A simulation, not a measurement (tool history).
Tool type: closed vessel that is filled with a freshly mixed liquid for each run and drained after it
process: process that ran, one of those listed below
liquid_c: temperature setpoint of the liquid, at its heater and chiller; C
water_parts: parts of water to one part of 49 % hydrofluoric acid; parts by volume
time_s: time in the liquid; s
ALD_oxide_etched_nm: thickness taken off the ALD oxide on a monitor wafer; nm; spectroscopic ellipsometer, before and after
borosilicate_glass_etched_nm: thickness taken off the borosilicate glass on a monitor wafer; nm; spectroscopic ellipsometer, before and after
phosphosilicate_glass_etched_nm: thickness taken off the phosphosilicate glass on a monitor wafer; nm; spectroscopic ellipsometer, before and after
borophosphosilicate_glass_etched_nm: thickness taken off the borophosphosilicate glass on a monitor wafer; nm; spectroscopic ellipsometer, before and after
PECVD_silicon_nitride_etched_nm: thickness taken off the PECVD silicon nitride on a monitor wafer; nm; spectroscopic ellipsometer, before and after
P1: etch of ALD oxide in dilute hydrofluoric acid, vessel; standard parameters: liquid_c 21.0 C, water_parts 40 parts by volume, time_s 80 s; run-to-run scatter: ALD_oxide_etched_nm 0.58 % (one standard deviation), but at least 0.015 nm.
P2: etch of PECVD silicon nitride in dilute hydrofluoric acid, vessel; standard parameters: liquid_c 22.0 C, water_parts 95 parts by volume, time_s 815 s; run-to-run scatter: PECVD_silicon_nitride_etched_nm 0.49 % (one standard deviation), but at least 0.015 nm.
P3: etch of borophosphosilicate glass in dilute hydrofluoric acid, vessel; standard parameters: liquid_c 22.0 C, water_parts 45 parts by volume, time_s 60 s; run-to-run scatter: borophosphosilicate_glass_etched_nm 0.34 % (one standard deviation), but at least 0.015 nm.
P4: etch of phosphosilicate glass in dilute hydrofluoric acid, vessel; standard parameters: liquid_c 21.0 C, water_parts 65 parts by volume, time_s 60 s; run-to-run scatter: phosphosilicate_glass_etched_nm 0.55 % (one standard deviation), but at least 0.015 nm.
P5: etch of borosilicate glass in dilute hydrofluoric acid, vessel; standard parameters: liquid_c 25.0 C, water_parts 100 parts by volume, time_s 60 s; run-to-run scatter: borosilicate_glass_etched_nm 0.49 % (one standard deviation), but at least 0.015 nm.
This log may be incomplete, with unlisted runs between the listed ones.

run,hour,process,liquid_c,water_parts,time_s,hours since the thermometer was replaced,hours since the hydrofluoric acid flow meter was replaced,ALD_oxide_etched_nm,borosilicate_glass_etched_nm,phosphosilicate_glass_etched_nm,borophosphosilicate_glass_etched_nm,PECVD_silicon_nitride_etched_nm
1,17.0,P1,21.0,40,80,390.2,1042.3,33.353,,,,
2,31.0,P1,21.0,40,80,404.2,1056.3,33.298,,,,
3,48.0,P5,25.0,170,60,421.2,1073.3,,7.2783,,,
4,58.1,P4,26.0,65,60,431.3,1083.4,,,212.19,,
5,72.2,P3,22.0,45,60,445.4,1097.5,,,,47.640,
6,83.7,P1,21.0,40,80,456.9,1109.0,33.333,,,,
7,93.0,P5,25.0,100,60,466.2,1118.3,,13.5390,,,
8,103.1,P3,22.0,20,60,476.3,1128.4,,,,111.330,
9,117.9,P4,21.0,105,60,491.1,1143.2,,,102.23,,
10,127.7,P1,21.0,40,160,500.9,1153.0,66.963,,,,
11,144.4,P3,29.5,45,60,517.6,1169.7,,,,64.609,
12,161.8,P3,22.0,45,60,535.0,1187.1,,,,47.887,
13,178.9,P1,27.5,40,80,552.1,1204.2,43.682,,,,
14,194.3,P5,25.0,100,60,567.5,1219.6,,13.4730,,,
15,205.8,P2,22.0,95,815,579.0,1231.1,,,,,30.385
16,217.3,P4,21.0,65,115,590.5,1242.6,,,332.83,,
17,231.1,P3,22.0,45,90,604.3,1256.4,,,,72.045,
18,241.9,P1,21.0,40,80,615.1,1267.2,33.597,,,,
19,259.4,P1,21.0,40,30,632.6,1284.7,12.562,,,,
20,268.2,P2,17.5,95,815,641.4,1293.5,,,,,22.234
21,278.9,P1,21.0,25,30,652.1,1304.2,20.671,,,,
# hour 295.1: thermometer replaced
22,297.2,P1,21.0,70,80,2.1,1322.5,18.482,,,,
23,308.6,P2,22.0,95,815,13.5,1333.9,,,,,30.363
24,321.6,P5,17.0,100,60,26.5,1346.9,,9.6852,,,
25,330.1,P4,21.0,65,60,35.0,1355.4,,,172.67,,
26,345.7,P1,17.0,40,80,50.6,1371.0,28.018,,,,
27,360.5,P5,25.0,100,30,65.4,1385.8,,6.7645,,,
28,374.9,P1,21.0,40,80,79.8,1400.2,33.704,,,,
29,393.0,P4,21.0,65,60,97.9,1418.3,,,170.64,,
30,407.6,P2,22.0,95,1420,112.5,1432.9,,,,,52.935
31,424.9,P2,22.0,20,815,129.8,1450.2,,,,,138.280
32,442.5,P1,21.0,20,80,147.4,1467.8,68.728,,,,
33,452.4,P1,21.0,40,80,157.3,1477.7,33.771,,,,
34,465.1,P1,21.0,40,80,170.0,1490.4,34.815,,,,
35,476.0,P1,21.0,40,80,180.9,1501.3,35.482,,,,
36,489.8,P1,21.0,40,80,194.7,1515.1,35.688,,,,
37,498.0,P1,21.0,40,80,202.9,1523.3,35.943,,,,
38,508.8,P1,21.0,40,80,213.7,1534.1,36.055,,,,
39,517.1,P1,21.0,40,80,222.0,1542.4,36.007,,,,

What P1 gives has crept off from where it sat before. The 2 causes that follow fit the log equally well, each at the size noted:
A: liquid hotter than its thermometer reads (K) = 1.68
B: hydrofluoric acid flow above the setpoint (%) = 6.97
Creep in the process output first set in at about hour 452.4.

Listed below are the offered check runs, one wafer per run, with question marks in place of results. For which of them would the causes give clearly different outcomes?
check 1,525.4,P5,25.0,100,60,,,,?,,,
check 2,525.4,P4,21.0,65,60,,,,,?,,
check 3,525.4,P2,22.0,95,815,,,,,,,?
check 4,525.4,P3,22.0,45,60,,,,,,?,

Outcome of each check run for each possible cause:
check,result,if A,if B
check 1,borosilicate_glass_etched_nm,14.4000,14.5480
check 2,phosphosilicate_glass_etched_nm,185.21,185.77
check 3,PECVD_silicon_nitride_etched_nm,33.934,32.411
check 4,borophosphosilicate_glass_etched_nm,51.295,51.347
Distance between the nearest two causes, measured in the result of the check that separates them most: check 1 1.02 %; check 2 0.3 %; check 3 4.59 %; check 4 0.1 %
Of the check runs offered, only check 3 discriminates between the causes; the rest would read about the same regardless of which cause applies.

After running check 3, the following was obtained: PECVD_silicon_nitride_etched_nm 32.340 nm. Which cause does this point to?

It is B: hydrofluoric acid flow above the setpoint (%).

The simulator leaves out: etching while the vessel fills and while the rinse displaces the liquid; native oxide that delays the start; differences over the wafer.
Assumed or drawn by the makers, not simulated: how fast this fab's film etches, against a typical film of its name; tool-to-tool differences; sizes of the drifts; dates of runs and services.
